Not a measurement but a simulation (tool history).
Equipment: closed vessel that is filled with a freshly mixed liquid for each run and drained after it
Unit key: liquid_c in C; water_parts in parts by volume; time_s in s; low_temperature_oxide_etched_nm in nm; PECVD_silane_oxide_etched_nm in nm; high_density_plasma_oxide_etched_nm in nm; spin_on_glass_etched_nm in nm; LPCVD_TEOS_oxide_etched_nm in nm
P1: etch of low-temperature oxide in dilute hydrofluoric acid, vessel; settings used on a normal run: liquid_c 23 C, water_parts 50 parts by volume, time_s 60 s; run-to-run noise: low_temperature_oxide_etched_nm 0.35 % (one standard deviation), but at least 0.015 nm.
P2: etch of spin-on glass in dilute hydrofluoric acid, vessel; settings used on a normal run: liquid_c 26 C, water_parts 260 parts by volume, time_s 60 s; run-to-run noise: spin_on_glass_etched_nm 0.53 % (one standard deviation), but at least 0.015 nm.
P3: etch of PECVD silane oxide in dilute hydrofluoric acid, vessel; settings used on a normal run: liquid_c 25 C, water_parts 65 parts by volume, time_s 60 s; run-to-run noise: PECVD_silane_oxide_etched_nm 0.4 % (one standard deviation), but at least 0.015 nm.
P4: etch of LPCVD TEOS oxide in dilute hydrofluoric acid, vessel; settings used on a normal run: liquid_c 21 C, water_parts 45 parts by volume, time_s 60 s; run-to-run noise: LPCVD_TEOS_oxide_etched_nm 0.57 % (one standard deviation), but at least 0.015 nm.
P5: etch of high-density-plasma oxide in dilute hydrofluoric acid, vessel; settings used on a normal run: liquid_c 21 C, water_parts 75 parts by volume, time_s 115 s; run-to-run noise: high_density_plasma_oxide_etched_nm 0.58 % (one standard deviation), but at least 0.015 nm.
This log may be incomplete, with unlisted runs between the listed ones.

run    day  process  liquid_c  water_parts  time_s  hours since the thermometer was replaced  hours since the hydrofluoric acid flow meter was replaced  low_temperature_oxide_etched_nm  PECVD_silane_oxide_etched_nm  high_density_plasma_oxide_etched_nm  spin_on_glass_etched_nm  LPCVD_TEOS_oxide_etched_nm
  1  0.267       P1        23           50      60                                     380.5                                                     1878.7                           23.589
  2  0.517       P3        25           20      60                                     386.5                                                     1884.7                                                         114.49
  3  0.758       P1        23           50      60                                     392.3                                                     1890.5                           23.696
  4  0.988       P5        21           75     180                                     397.8                                                       1896                                                                                              24.791
  5  1.188       P1        17           50      60                                     402.6                                                     1900.8                           18.441
  6  1.438       P5        21          105     115                                     408.6                                                     1906.8                                                                                              10.873
  7  1.562       P2        26          260      60                                     411.6                                                     1909.8                                                                                                                       8.9089
  8  1.804       P1        23           50      60                                     417.4                                                     1915.6                           23.595
  9  1.929       P1        17           50     115                                     420.4                                                     1918.6                           35.332
 10   2.15       P4        21           45      60                                     425.7                                                     1923.9                                                                                                                                                   20.996
 11  2.358       P4        21           60      60                                     430.7                                                     1928.9                                                                                                                                                   15.383
 12  2.533       P3        25           65      85                                     434.9                                                     1933.1                                                         46.951
 13  2.733       P5        21           75     115                                     439.7                                                     1937.9                                                                                              15.717
 14  2.979       P2      30.5          260      60                                     445.6                                                     1943.8                                                                                                                       10.474
 15  3.162       P3      32.5           65      60                                       450                                                     1948.2                                                         44.623
 16    3.4       P1      29.5           50      60                                     455.7                                                     1953.9                           30.807
 17  3.633       P5        17           75     115                                     461.3                                                     1959.5                                                                                              13.222
 18  3.779       P5        21           75     115                                     464.8                                                       1963                                                                                              15.679
 19  4.004       P3        25           65      60                                     470.2                                                     1968.4                                                         33.126
 20  4.183       P1        23           20      30                                     474.5                                                     1972.7                           30.932
 21  4.321       P2        26          260     110                                     477.8                                                       1976                                                                                                                        16.48
 22  4.492       P4      27.5           45      60                                     481.9                                                     1980.1                                                                                                                                                   27.551
 23   4.75       P1        17           50      30                                     488.1                                                     1986.3                           9.1687
 24  4.904       P1        23           50      30                                     491.8                                                       1990                           11.811
 25  5.133       P4        21           45      95                                     497.3                                                     1995.5                                                                                                                                                   33.256
 26  5.392       P1        23           50     110                                     503.5                                                     2001.7                           43.472
 27  5.612       P2        26           50      60                                     508.8                                                       2007                                                                                                                       60.251
 28  5.771       P1        23           20      60                                     512.6                                                     2010.8                            61.72
 29  5.942       P1        23           50      60                                     516.7                                                     2014.9                           23.838
 30  6.212       P1        23           75      60                                     523.2                                                     2021.4                            15.37
 31  6.462       P3        25           65      60                                     529.2                                                     2027.4                                                         32.875
 32  6.675       P2        26          260      60                                     534.3                                                     2032.5                                                                                                                       8.9527
 33  6.929       P1        23           50      60                                     540.4                                                     2038.6                           23.731
 34  7.092       P1        23           50      60                                     544.3                                                     2042.5                           23.777
 35  7.212       P1        23           50      60                                     547.2                                                     2045.4                           24.127
 36   7.45       P1        23           50      60                                     552.9                                                     2051.1                           24.641
 37  7.571       P1        23           50      60                                     555.8                                                       2054                           24.993
 38  7.854       P1        23           50      60                                     562.6                                                     2060.8                           25.312
 39  8.088       P1        23           50      60                                     568.2                                                     2066.4                            25.69
 40  8.329       P1        23           50      60                                       574                                                     2072.2                           25.796
 41  8.608       P1        23           50      60                                     580.7                                                     2078.9                            25.78
 42  8.854       P1        23           50      60                                     586.6                                                     2084.8                           25.896
 43  9.117       P1        23           50      60                                     592.9                                                     2091.1                           25.754
 44  9.279       P1        23           50      60                                     596.8                                                       2095                           25.899

Compared with where it was, what P1 gives has crept away. Each cause listed below fits the log as well as the rest, at the size given for it:
A: liquid hotter than its thermometer reads (K) = 2.17
B: hydrofluoric acid flow above the setpoint (%) = 8.76
The gradual shift began around day 7.092.

4 check runs are offered, each on 2 wafers whose results are averaged, their results left as question marks. Which one tells the causes apart?
check 1  9.442       P2        26          260      60                                                                                                                                                                                                                                 ?
check 2  9.442       P5        21           75     115                                                                                                                                                                                                        ?
check 3  9.442       P4        21           45      60                                                                                                                                                                                                                                                             ?
check 4  9.442       P3        25           65      60                                                                                                                                                                   ?

How each check would come out, cause by cause:
  check                               result    if A    if B
check 1              spin_on_glass_etched_nm   9.663  9.9762
check 2  high_density_plasma_oxide_etched_nm  17.193   17.23
check 3           LPCVD_TEOS_oxide_etched_nm  22.963  22.902
check 4         PECVD_silane_oxide_etched_nm  36.073  36.229
Gap, in per cent, between the two causes that each check separates least, read from the result that separates them most: check 1 3.19 %; check 2 0.22 %; check 3 0.27 %; check 4 0.43 %
Only check 1 tells the causes apart: in the others they would give nearly the same result.

Check 1 has now been run. It gave: spin_on_glass_etched_nm 9.9827 nm. Which of the candidate causes is it?

Of the candidate causes, it is B: hydrofluoric acid flow above the setpoint (%).
